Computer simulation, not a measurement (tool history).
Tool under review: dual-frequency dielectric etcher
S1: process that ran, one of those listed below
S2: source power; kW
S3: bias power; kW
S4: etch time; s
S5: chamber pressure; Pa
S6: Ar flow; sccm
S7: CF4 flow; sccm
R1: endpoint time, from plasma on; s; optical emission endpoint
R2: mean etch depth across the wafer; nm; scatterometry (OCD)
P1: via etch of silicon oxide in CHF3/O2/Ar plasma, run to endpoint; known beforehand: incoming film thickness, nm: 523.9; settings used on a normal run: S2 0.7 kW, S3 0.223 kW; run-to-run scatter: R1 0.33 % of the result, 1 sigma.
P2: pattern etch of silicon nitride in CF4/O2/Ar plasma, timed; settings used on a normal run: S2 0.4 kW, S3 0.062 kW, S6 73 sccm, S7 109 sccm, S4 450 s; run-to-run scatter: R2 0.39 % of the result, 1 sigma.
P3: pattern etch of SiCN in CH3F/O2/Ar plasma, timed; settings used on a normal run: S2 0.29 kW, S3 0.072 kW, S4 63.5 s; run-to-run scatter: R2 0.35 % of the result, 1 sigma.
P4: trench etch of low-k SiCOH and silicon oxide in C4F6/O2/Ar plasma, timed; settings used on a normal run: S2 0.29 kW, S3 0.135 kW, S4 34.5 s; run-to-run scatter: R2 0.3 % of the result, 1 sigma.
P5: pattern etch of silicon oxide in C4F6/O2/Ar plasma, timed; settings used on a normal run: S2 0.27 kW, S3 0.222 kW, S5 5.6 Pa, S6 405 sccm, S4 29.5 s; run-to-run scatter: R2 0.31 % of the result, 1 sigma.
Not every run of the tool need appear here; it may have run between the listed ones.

{"run": 1, "hour": 11.5, "S1": "P1", "S2": 0.7, "S3": 0.223, "R1": 223.6}
{"run": 2, "hour": 24.8, "S1": "P4", "S2": 0.21, "S3": 0.135, "S4": 34.5, "R2": 77.566}
{"run": 3, "hour": 37.1, "S1": "P5", "S2": 0.27, "S3": 0.222, "S4": 16, "S5": 5.6, "S6": 405, "R2": 41.707}
{"run": 4, "hour": 53.0, "S1": "P2", "S2": 0.4, "S3": 0.062, "S4": 607.5, "S6": 73, "S7": 109, "R2": 1062}
{"run": 5, "hour": 67.8, "S1": "P1", "S2": 0.7, "S3": 0.223, "R1": 223.2}
{"run": 6, "hour": 81.6, "S1": "P5", "S2": 0.27, "S3": 0.222, "S4": 29.5, "S5": 5.6, "S6": 405, "R2": 77.257}
{"run": 7, "hour": 90.7, "S1": "P1", "S2": 0.7, "S3": 0.223, "R1": 222.94}
{"run": 8, "hour": 101.5, "S1": "P5", "S2": 0.27, "S3": 0.222, "S4": 29.5, "S5": 5.6, "S6": 405, "R2": 77.02}
{"run": 9, "hour": 116.1, "S1": "P5", "S2": 0.27, "S3": 0.222, "S4": 29.5, "S5": 5.6, "S6": 331, "R2": 79.007}
{"run": 10, "hour": 125.1, "S1": "P2", "S2": 0.4, "S3": 0.062, "S4": 450, "S6": 73, "S7": 109, "R2": 789.92}
{"run": 11, "hour": 134.5, "S1": "P5", "S2": 0.27, "S3": 0.285, "S4": 29.5, "S5": 5.6, "S6": 405, "R2": 84.061}
{"run": 12, "hour": 150.1, "S1": "P3", "S2": 0.22, "S3": 0.072, "S4": 63.5, "R2": 20.134}
{"run": 13, "hour": 165.6, "S1": "P1", "S2": 0.7, "S3": 0.311, "R1": 198.58}
{"run": 14, "hour": 182.2, "S1": "P3", "S2": 0.29, "S3": 0.072, "S4": 82.5, "R2": 29.205}
{"run": 15, "hour": 189.6, "S1": "P5", "S2": 0.15, "S3": 0.222, "S4": 29.5, "S5": 5.6, "S6": 405, "R2": 61.512}
{"run": 16, "hour": 205.3, "S1": "P2", "S2": 0.4, "S3": 0.047, "S4": 450, "S6": 73, "S7": 109, "R2": 712.98}
{"run": 17, "hour": 218.5, "S1": "P1", "S2": 0.7, "S3": 0.223, "R1": 222.78}
{"run": 18, "hour": 233.6, "S1": "P2", "S2": 0.4, "S3": 0.062, "S4": 450, "S6": 73, "S7": 109, "R2": 784.88}
{"run": 19, "hour": 241.5, "S1": "P1", "S2": 0.42, "S3": 0.223, "R1": 270.25}
{"run": 20, "hour": 258.2, "S1": "P1", "S2": 0.7, "S3": 0.223, "R1": 221.83}

What will run 21 give?
{"run": 21, "hour": 272.4, "S1": "P3", "S2": 0.29, "S3": 0.094, "S4": 63.5, "R2": "?"}

Run 21 gave R2 24.694 nm.
